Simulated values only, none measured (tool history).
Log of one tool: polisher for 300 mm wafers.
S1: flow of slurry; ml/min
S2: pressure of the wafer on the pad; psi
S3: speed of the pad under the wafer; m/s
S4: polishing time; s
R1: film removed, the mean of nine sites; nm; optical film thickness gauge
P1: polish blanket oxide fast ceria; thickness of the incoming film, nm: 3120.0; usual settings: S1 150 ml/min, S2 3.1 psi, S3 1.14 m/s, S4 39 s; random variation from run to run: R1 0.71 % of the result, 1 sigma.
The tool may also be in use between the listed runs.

run 1 day=0.375 | S1=150 S2=3.1 S3=1.14 S4=39 | R1=916.19
run 2 day=0.733 | S1=150 S2=3.1 S3=1.14 S4=39 | R1=907.92
run 3 day=1.108 | S1=150 S2=3.1 S3=1.14 S4=19 | R1=440.67
-- day=1.296 head pressure recalibrated
run 4 day=1.408 | S1=150 S2=3.1 S3=1.14 S4=61 | R1=1417.10
run 5 day=1.925 | S1=150 S2=3.1 S3=1.14 S4=39 | R1=909.92
run 6 day=2.342 | S1=150 S2=3.1 S3=1.14 S4=39 | R1=916.41
run 7 day=2.904 | S1=150 S2=4.8 S3=1.14 S4=39 | R1=1404.00
run 8 day=3.338 | S1=150 S2=1.4 S3=1.14 S4=39 | R1=413.54
run 9 day=3.800 | S1=150 S2=3.1 S3=1.14 S4=39 | R1=902.77
run 10 day=4.412 | S1=150 S2=3.1 S3=0.54 S4=39 | R1=430.40
run 11 day=4.888 | S1=150 S2=3.1 S3=1.14 S4=39 | R1=906.24
run 12 day=5.208 | S1=90 S2=3.1 S3=1.14 S4=39 | R1=818.03
run 13 day=5.833 | S1=150 S2=3.1 S3=1.70 S4=39 | R1=1362.40
run 14 day=6.425 | S1=90 S2=3.1 S3=1.14 S4=27 | R1=558.88
run 15 day=7.000 | S1=150 S2=1.6 S3=1.60 S4=39 | R1=651.17
run 16 day=7.475 | S1=150 S2=3.1 S3=0.76 S4=26 | R1=403.58
-- day=7.675 slurry nozzle cleaned
run 17 day=8.029 | S1=230 S2=3.1 S3=1.14 S4=39 | R1=962.81
run 18 day=8.629 | S1=150 S2=3.1 S3=1.14 S4=39 | R1=918.58
run 19 day=8.933 | S1=150 S2=3.1 S3=1.14 S4=39 | R1=874.39
run 20 day=9.271 | S1=150 S2=3.1 S3=1.14 S4=39 | R1=844.12
run 21 day=9.733 | S1=150 S2=3.1 S3=1.14 S4=39 | R1=849.44
-- day=9.996 head pressure recalibrated
run 22 day=10.017 | S1=150 S2=3.1 S3=1.14 S4=39 | R1=832.32
run 23 day=10.483 | S1=150 S2=3.1 S3=1.14 S4=39 | R1=832.16
run 24 day=11.088 | S1=150 S2=3.1 S3=1.14 S4=39 | R1=831.38

What P1 gives has crept away from where it was. These 2 causes fit the log equally well, each at the size given:
A: slurry flow missing at the pad, % = 34.5
B: removal rate lost through wear of the pad, % = 8.52
The creep began at about day 8.629.
Why every other cause is out:
head's pressure below its setpoint, %: serviced at day 9.996, which brought nothing back

4 check runs are offered, each on 5 wafers whose results are averaged, their results left as question marks. Which one tells the causes apart?
run check 1 day=11.692 | S1=150 S2=2.3 S3=0.64 S4=39 | R1=?
run check 2 day=11.692 | S1=150 S2=1.4 S3=1.14 S4=39 | R1=?
run check 3 day=11.692 | S1=215 S2=3.1 S3=1.14 S4=23 | R1=?
run check 4 day=11.692 | S1=150 S2=4.7 S3=0.56 S4=39 | R1=?

What each check would give under each cause:
check=check_1 result=R1 if_A=345.96 if_B=345.96
check=check_2 result=R1 if_A=375.10 if_B=375.10
check=check_3 result=R1 if_A=529.48 if_B=516.39
check=check_4 result=R1 if_A=618.59 if_B=618.59
How far apart the two closest causes lie, in the result that separates them most: check 1 0 %; check 2 0 %; check 3 2.5 %; check 4 0 %
Check 3 tells the causes apart: in the others they would give nearly the same result.

Then check 3 was run and gave: R1 515.36 nm. Which cause is it?

It is B: removal rate lost through wear of the pad, %.
